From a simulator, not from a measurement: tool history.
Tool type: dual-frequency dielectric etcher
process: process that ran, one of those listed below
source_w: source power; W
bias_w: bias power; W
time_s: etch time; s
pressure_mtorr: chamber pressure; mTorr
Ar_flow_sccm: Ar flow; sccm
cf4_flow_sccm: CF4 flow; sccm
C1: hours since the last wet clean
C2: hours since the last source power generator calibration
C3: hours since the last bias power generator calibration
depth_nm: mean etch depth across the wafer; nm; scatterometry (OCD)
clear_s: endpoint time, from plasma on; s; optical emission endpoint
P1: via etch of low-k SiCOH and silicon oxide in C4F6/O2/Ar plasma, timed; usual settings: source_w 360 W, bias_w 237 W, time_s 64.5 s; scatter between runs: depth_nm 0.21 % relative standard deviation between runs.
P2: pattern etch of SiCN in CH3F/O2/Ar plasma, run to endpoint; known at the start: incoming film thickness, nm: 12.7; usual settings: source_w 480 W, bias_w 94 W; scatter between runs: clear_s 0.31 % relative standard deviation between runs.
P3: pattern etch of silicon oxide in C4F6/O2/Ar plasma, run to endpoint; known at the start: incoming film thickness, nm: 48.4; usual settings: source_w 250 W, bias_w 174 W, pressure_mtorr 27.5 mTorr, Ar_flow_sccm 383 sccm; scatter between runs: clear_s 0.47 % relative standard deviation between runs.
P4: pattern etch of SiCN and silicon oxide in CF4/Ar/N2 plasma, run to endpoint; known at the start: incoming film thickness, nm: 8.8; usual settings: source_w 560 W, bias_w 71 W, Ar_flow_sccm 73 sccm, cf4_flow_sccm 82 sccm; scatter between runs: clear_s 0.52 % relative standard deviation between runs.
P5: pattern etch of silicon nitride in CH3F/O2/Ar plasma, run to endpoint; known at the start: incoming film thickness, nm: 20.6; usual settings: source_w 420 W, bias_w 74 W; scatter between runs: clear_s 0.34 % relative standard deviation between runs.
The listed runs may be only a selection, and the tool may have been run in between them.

run 1 day=0.517 | process=P1 source_w=360 bias_w=237 time_s=64.5 | C1=484.7 C2=1578.3 C3=1126.3 | depth_nm=177.41
run 2 day=1.125 | process=P1 source_w=360 bias_w=237 time_s=35.5 | C1=499.3 C2=1592.9 C3=1140.9 | depth_nm=97.683
run 3 day=1.558 | process=P1 source_w=360 bias_w=293 time_s=64.5 | C1=509.7 C2=1603.3 C3=1151.3 | depth_nm=191.04
run 4 day=2.175 | process=P3 source_w=250 bias_w=105 pressure_mtorr=27.5 Ar_flow_sccm=383 | C1=524.5 C2=1618.1 C3=1166.1 | clear_s=21.791
run 5 day=2.683 | process=P1 source_w=220 bias_w=237 time_s=64.5 | C1=536.7 C2=1630.3 C3=1178.3 | depth_nm=147.41
run 6 day=3.1 | process=P1 source_w=460 bias_w=237 time_s=64.5 | C1=546.7 C2=1640.3 C3=1188.3 | depth_nm=194.79
run 7 day=3.538 | process=P4 source_w=560 bias_w=53 Ar_flow_sccm=73 cf4_flow_sccm=82 | C1=557.2 C2=1650.8 C3=1198.8 | clear_s=8.8203
run 8 day=4.175 | process=P1 source_w=260 bias_w=237 time_s=35.5 | C1=572.5 C2=1666.1 C3=1214.1 | depth_nm=86.523
run 9 day=4.738 | process=P4 source_w=560 bias_w=71 Ar_flow_sccm=73 cf4_flow_sccm=52 | C1=586 C2=1679.6 C3=1227.6 | clear_s=8.6381
run 10 day=5.042 | process=P1 source_w=360 bias_w=237 time_s=64.5 | C1=593.3 C2=1686.9 C3=1234.9 | depth_nm=176.78
run 11 day=5.404 | process=P3 source_w=250 bias_w=174 pressure_mtorr=27.5 Ar_flow_sccm=383 | C1=602 C2=1695.6 C3=1243.6 | clear_s=18.734
run 12 day=5.738 | process=P1 source_w=360 bias_w=237 time_s=88.5 | C1=610 C2=1703.6 C3=1251.6 | depth_nm=244.07
run 13 day=6.342 | process=P5 source_w=420 bias_w=50 | C1=624.5 C2=1718.1 C3=1266.1 | clear_s=31.944
run 14 day=6.658 | process=P5 source_w=420 bias_w=74 | C1=632.1 C2=1725.7 C3=1273.7 | clear_s=28.105
run 15 day=7.317 | process=P1 source_w=360 bias_w=237 time_s=64.5 | C1=647.9 C2=1741.5 C3=1289.5 | depth_nm=177.53
run 16 day=7.962 | process=P2 source_w=300 bias_w=94 | C1=663.4 C2=1757 C3=1305 | clear_s=33.345
run 17 day=8.608 | process=P2 source_w=480 bias_w=127 | C1=678.9 C2=1772.5 C3=1320.5 | clear_s=24.952
run 18 day=9.246 | process=P3 source_w=250 bias_w=174 pressure_mtorr=36 Ar_flow_sccm=383 | C1=694.2 C2=1787.8 C3=1335.8 | clear_s=19.289
run 19 day=9.671 | process=P3 source_w=250 bias_w=174 pressure_mtorr=27.5 Ar_flow_sccm=383 | C1=704.4 C2=1798 C3=1346 | clear_s=18.594
-- day=10.254 wet clean of the chamber
run 20 day=10.329 | process=P4 source_w=560 bias_w=71 Ar_flow_sccm=73 cf4_flow_sccm=82 | C1=1.8 C2=1813.8 C3=1361.8 | clear_s=8.1061
run 21 day=10.946 | process=P5 source_w=260 bias_w=74 | C1=16.6 C2=1828.6 C3=1376.6 | clear_s=33.586
run 22 day=11.538 | process=P4 source_w=410 bias_w=71 Ar_flow_sccm=73 cf4_flow_sccm=82 | C1=30.8 C2=1842.8 C3=1390.8 | clear_s=10.691
run 23 day=12.146 | process=P1 source_w=360 bias_w=196 time_s=77 | C1=45.4 C2=1857.4 C3=1405.4 | depth_nm=199.84
run 24 day=12.758 | process=P1 source_w=360 bias_w=237 time_s=64.5 | C1=60.1 C2=1872.1 C3=1420.1 | depth_nm=177.61
run 25 day=13.133 | process=P2 source_w=480 bias_w=94 | C1=69.1 C2=1881.1 C3=1429.1 | clear_s=27.944
run 26 day=13.554 | process=P1 source_w=360 bias_w=237 time_s=64.5 | C1=79.2 C2=1891.2 C3=1439.2 | depth_nm=177.75
run 27 day=13.883 | process=P3 source_w=170 bias_w=174 pressure_mtorr=27.5 Ar_flow_sccm=383 | C1=87.1 C2=1899.1 C3=1447.1 | clear_s=21.657
run 28 day=14.483 | process=P1 source_w=360 bias_w=187 time_s=64.5 | C1=101.5 C2=1913.5 C3=1461.5 | depth_nm=164.52
run 29 day=14.958 | process=P1 source_w=360 bias_w=237 time_s=64.5 | C1=112.9 C2=1924.9 C3=1472.9 | depth_nm=178
run 30 day=15.408 | process=P3 source_w=250 bias_w=174 pressure_mtorr=27.5 Ar_flow_sccm=264 | C1=123.7 C2=1935.7 C3=1483.7 | clear_s=17.886
run 31 day=15.912 | process=P4 source_w=560 bias_w=71 Ar_flow_sccm=87 cf4_flow_sccm=82 | C1=135.8 C2=1947.8 C3=1495.8 | clear_s=8.2932
run 32 day=16.296 | process=P1 source_w=360 bias_w=237 time_s=64.5 | C1=145 C2=1957 C3=1505 | depth_nm=177.71
run 33 day=16.958 | process=P1 source_w=360 bias_w=237 time_s=64.5 | C1=160.9 C2=1972.9 C3=1520.9 | depth_nm=178.8
run 34 day=17.521 | process=P1 source_w=360 bias_w=237 time_s=64.5 | C1=174.4 C2=1986.4 C3=1534.4 | depth_nm=178.83
run 35 day=17.912 | process=P1 source_w=360 bias_w=237 time_s=64.5 | C1=183.8 C2=1995.8 C3=1543.8 | depth_nm=179.39
run 36 day=18.592 | process=P1 source_w=360 bias_w=237 time_s=64.5 | C1=200.1 C2=2012.1 C3=1560.1 | depth_nm=179.41
-- day=18.692 wet clean of the chamber
run 37 day=19.138 | process=P1 source_w=360 bias_w=237 time_s=64.5 | C1=10.7 C2=2025.2 C3=1573.2 | depth_nm=180.51
run 38 day=19.662 | process=P1 source_w=360 bias_w=237 time_s=64.5 | C1=23.3 C2=2037.8 C3=1585.8 | depth_nm=180.13
run 39 day=20.054 | process=P1 source_w=360 bias_w=237 time_s=64.5 | C1=32.7 C2=2047.2 C3=1595.2 | depth_nm=180.54
run 40 day=20.712 | process=P1 source_w=360 bias_w=237 time_s=64.5 | C1=48.5 C2=2063 C3=1611 | depth_nm=180.35
run 41 day=21.3 | process=P1 source_w=360 bias_w=237 time_s=64.5 | C1=62.6 C2=2077.1 C3=1625.1 | depth_nm=180.15

P1 has crept away from where it was. The log is fitted equally well by each of these 2 causes, at the sizes shown:
A: source power that arrives over what is set, % = 3.94
B: bias power that arrives over what is set, % = 4.47
The creep began at about day 16.296.
Excluded causes, each with its reason:
chamber walls in a state that raises the etch rate, %: work on it at day 18.692, done after the drift set in, did not restore what the process gave before

Below are 4 check runs, each averaged over 5 wafers, with their results shown as question marks. Which of them would give clearly different results depending on which cause is behind the drift?
run check 1 day=21.888 | process=P5 source_w=280 bias_w=56 | clear_s=?
run check 2 day=21.888 | process=P3 source_w=170 bias_w=122 pressure_mtorr=27.5 Ar_flow_sccm=383 | clear_s=?
run check 3 day=21.888 | process=P4 source_w=560 bias_w=71 Ar_flow_sccm=73 cf4_flow_sccm=58 | clear_s=?
run check 4 day=21.888 | process=P2 source_w=400 bias_w=94 | clear_s=?

How each check would come out, cause by cause:
check=check_1 result=clear_s if_A=35.43 if_B=35.436
check=check_2 result=clear_s if_A=23.929 if_B=23.966
check=check_3 result=clear_s if_A=8.2512 if_B=8.4181
check=check_4 result=clear_s if_A=29.553 if_B=29.492
Distance between the nearest two causes, measured in the result of the check that separates them most: check 1 0.02 %; check 2 0.15 %; check 3 2 %; check 4 0.21 %
The other checks would show nearly matching results whichever cause is true, so check 3 is the only one that separates the causes.

With check 3 done, the readings were: clear_s 8.4197 s. Identify which of the listed causes applies.

The cause is B: bias power that arrives over what is set, %.

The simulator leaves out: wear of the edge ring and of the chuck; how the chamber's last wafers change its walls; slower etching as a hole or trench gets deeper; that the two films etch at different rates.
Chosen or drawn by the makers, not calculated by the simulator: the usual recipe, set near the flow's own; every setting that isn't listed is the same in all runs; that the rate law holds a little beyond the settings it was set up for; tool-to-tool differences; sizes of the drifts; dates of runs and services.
